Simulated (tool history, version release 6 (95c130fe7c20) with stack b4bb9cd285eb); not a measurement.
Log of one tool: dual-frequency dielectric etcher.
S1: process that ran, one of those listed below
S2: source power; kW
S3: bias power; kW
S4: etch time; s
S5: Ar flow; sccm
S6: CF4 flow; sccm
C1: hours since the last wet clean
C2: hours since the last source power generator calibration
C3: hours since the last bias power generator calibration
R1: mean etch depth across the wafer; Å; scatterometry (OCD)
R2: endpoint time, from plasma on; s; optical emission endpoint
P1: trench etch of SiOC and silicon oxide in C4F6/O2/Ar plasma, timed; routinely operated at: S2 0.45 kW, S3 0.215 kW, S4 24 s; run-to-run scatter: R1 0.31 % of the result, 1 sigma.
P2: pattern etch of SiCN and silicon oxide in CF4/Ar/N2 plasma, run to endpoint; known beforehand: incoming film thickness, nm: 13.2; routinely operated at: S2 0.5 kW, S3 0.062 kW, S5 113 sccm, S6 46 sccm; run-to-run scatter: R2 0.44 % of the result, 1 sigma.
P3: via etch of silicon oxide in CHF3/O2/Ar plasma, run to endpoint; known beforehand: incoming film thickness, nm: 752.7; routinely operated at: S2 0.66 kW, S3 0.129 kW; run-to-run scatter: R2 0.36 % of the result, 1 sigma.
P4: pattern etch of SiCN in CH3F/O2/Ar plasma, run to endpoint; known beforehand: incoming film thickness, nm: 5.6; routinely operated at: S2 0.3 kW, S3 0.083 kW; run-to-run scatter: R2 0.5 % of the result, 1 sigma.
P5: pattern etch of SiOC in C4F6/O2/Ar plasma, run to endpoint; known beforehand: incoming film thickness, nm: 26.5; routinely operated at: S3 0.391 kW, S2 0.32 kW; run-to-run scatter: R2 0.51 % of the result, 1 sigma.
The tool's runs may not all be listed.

| run | hour | S1 | S2 | S3 | S4 | S5 | S6 | C1 | C2 | C3 | R1 | R2 |
|---|---|---|---|---|---|---|---|---|---|---|---|---|
| 1 | 6 | P1 | 0.45 | 0.215 | 24 |  |  | 473.7 | 2088.7 | 581.1 | 535.46 |  |
| 2 | 9.4 | P4 | 0.3 | 0.049 |  |  |  | 477.1 | 2092.1 | 584.5 |  | 19.421 |
| 3 | 13.1 | P1 | 0.33 | 0.215 | 24 |  |  | 480.8 | 2095.8 | 588.2 | 478.1 |  |
| 4 | 15.9 | P1 | 0.53 | 0.215 | 24 |  |  | 483.6 | 2098.6 | 591 | 573.17 |  |
| 5 | 21.9 | P1 | 0.45 | 0.215 | 24 |  |  | 489.6 | 2104.6 | 597 | 537.26 |  |
| 6 | 26.4 | P5 | 0.2 | 0.391 |  |  |  | 494.1 | 2109.1 | 601.5 |  | 12.639 |
| 7 | 29.5 | P5 | 0.32 | 0.391 |  |  |  | 497.2 | 2112.2 | 604.6 |  | 10.635 |
| 8 | 33 | P4 | 0.3 | 0.083 |  |  |  | 500.7 | 2115.7 | 608.1 |  | 16.311 |
| 9 | 37.2 | P2 | 0.6 | 0.062 |  | 113 | 46 | 504.9 | 2119.9 | 612.3 |  | 14.194 |
| 10 | 40.4 | P4 | 0.37 | 0.083 |  |  |  | 508.1 | 2123.1 | 615.5 |  | 15.122 |
| 11 | 43.7 | P1 | 0.45 | 0.215 | 24 |  |  | 511.4 | 2126.4 | 618.8 | 537.77 |  |
| 12 | 47.1 | P1 | 0.45 | 0.215 | 16 |  |  | 514.8 | 2129.8 | 622.2 | 358.36 |  |
| 13 | 51.2 | P5 | 0.32 | 0.524 |  |  |  | 518.9 | 2133.9 | 626.3 |  | 9.4602 |
| 14 | 53.9 | P2 | 0.5 | 0.062 |  | 66 | 46 | 521.6 | 2136.6 | 629 |  | 15.04 |
| 15 | 56.9 | P1 | 0.45 | 0.215 | 24 |  |  | 524.6 | 2139.6 | 632 | 538.81 |  |
| 16 | 60.4 | P1 | 0.45 | 0.258 | 18.5 |  |  | 528.1 | 2143.1 | 635.5 | 441.67 |  |
| 17 | 63 | P1 | 0.45 | 0.145 | 31 |  |  | 530.7 | 2145.7 | 638.1 | 613.28 |  |
| 18 | 67.3 | P1 | 0.45 | 0.259 | 24 |  |  | 535 | 2150 | 642.4 | 569.13 |  |
| 19 | 72 | P3 | 0.66 | 0.129 |  |  |  | 539.7 | 2154.7 | 647.1 |  | 409.32 |
| 20 | 76.5 | P3 | 0.8 | 0.129 |  |  |  | 544.2 | 2159.2 | 651.6 |  | 380.86 |
| 21 | 81.3 | P1 | 0.45 | 0.215 | 24 |  |  | 549 | 2164 | 656.4 | 539.36 |  |
|  | 82.3 | bias power generator calibrated |
| 22 | 86.3 | P1 | 0.45 | 0.215 | 24 |  |  | 554 | 2169 | 4 | 537.14 |  |
| 23 | 90.6 | P2 | 0.5 | 0.062 |  | 113 | 46 | 558.3 | 2173.3 | 8.3 |  | 16.659 |
| 24 | 96 | P1 | 0.45 | 0.215 | 33 |  |  | 563.7 | 2178.7 | 13.7 | 739.79 |  |
| 25 | 100 | P4 | 0.3 | 0.083 |  |  |  | 567.7 | 2182.7 | 17.7 |  | 16.303 |
| 26 | 102.6 | P1 | 0.37 | 0.215 | 29.5 |  |  | 570.3 | 2185.3 | 20.3 | 612.1 |  |
| 27 | 108 | P2 | 0.5 | 0.086 |  | 113 | 46 | 575.7 | 2190.7 | 25.7 |  | 14.661 |
| 28 | 113.8 | P1 | 0.45 | 0.135 | 24 |  |  | 581.5 | 2196.5 | 31.5 | 467.33 |  |
| 29 | 119.5 | P3 | 0.66 | 0.178 |  |  |  | 587.2 | 2202.2 | 37.2 |  | 368.45 |
| 30 | 123.8 | P2 | 0.5 | 0.062 |  | 113 | 46 | 591.5 | 2206.5 | 41.5 |  | 16.674 |
| 31 | 127.3 | P2 | 0.5 | 0.062 |  | 113 | 63 | 595 | 2210 | 45 |  | 15.574 |
| 32 | 130.6 | P1 | 0.45 | 0.215 | 24 |  |  | 598.3 | 2213.3 | 48.3 | 536.5 |  |
| 33 | 136.2 | P1 | 0.45 | 0.215 | 24 |  |  | 603.9 | 2218.9 | 53.9 | 533.94 |  |
| 34 | 141.6 | P1 | 0.45 | 0.215 | 24 |  |  | 609.3 | 2224.3 | 59.3 | 529.08 |  |
| 35 | 144.5 | P1 | 0.45 | 0.215 | 24 |  |  | 612.2 | 2227.2 | 62.2 | 531.4 |  |
|  | 145.6 | wet clean of the chamber |
| 36 | 148.1 | P1 | 0.45 | 0.215 | 24 |  |  | 2.6 | 2230.8 | 65.8 | 528.73 |  |
| 37 | 153.1 | P1 | 0.45 | 0.215 | 24 |  |  | 7.6 | 2235.8 | 70.8 | 530.36 |  |
| 38 | 157.3 | P1 | 0.45 | 0.215 | 24 |  |  | 11.8 | 2240 | 75 | 527.64 |  |
| 39 | 162.4 | P1 | 0.45 | 0.215 | 24 |  |  | 16.9 | 2245.1 | 80.1 | 531.19 |  |

Something has made what P1 gives creep away from where it was; the 2 causes below, each at its own stated size, fit the log equally well:
A: bias power that arrives under what is set, % = 4.74
B: source power that arrives under what is set, % = 3.99
The creep began at about hour 130.6.
Why every other cause is out:
chamber walls in a state that lowers the etch rate, %: maintenance at hour 145.6, after the shift began, did not return the process to its former output

Of the 4 check runs below, each run on 3 wafers with the results averaged and each result still a question mark, which one would tell the listed causes apart?
| check 1 | 167.5 | P4 | 0.3 | 0.062 |  |  |  |  |  |  |  | ? |
| check 2 | 167.5 | P5 | 0.32 | 0.468 |  |  |  |  |  |  |  | ? |
| check 3 | 167.5 | P2 | 0.5 | 0.062 |  | 74 | 46 |  |  |  |  | ? |
| check 4 | 167.5 | P3 | 0.77 | 0.178 |  |  |  |  |  |  |  | ? |

Check results expected under each cause:
| check | result | if A | if B |
|---|---|---|---|
| check 1 | R2 | 18.363 | 18.334 |
| check 2 | R2 | 10.054 | 10.023 |
| check 3 | R2 | 15.656 | 15.974 |
| check 4 | R2 | 351.49 | 351.4 |
Distance between the nearest two causes, measured in the result of the check that separates them most: check 1 0.15 %; check 2 0.31 %; check 3 2.01 %; check 4 0.03 %
Check 3 tells the causes apart: in the others they would give nearly the same result.

Check 3 has now been run. It gave: R2 15.623 s. Which of the candidate causes is it?

The correct cause is A, namely: bias power that arrives under what is set, %.

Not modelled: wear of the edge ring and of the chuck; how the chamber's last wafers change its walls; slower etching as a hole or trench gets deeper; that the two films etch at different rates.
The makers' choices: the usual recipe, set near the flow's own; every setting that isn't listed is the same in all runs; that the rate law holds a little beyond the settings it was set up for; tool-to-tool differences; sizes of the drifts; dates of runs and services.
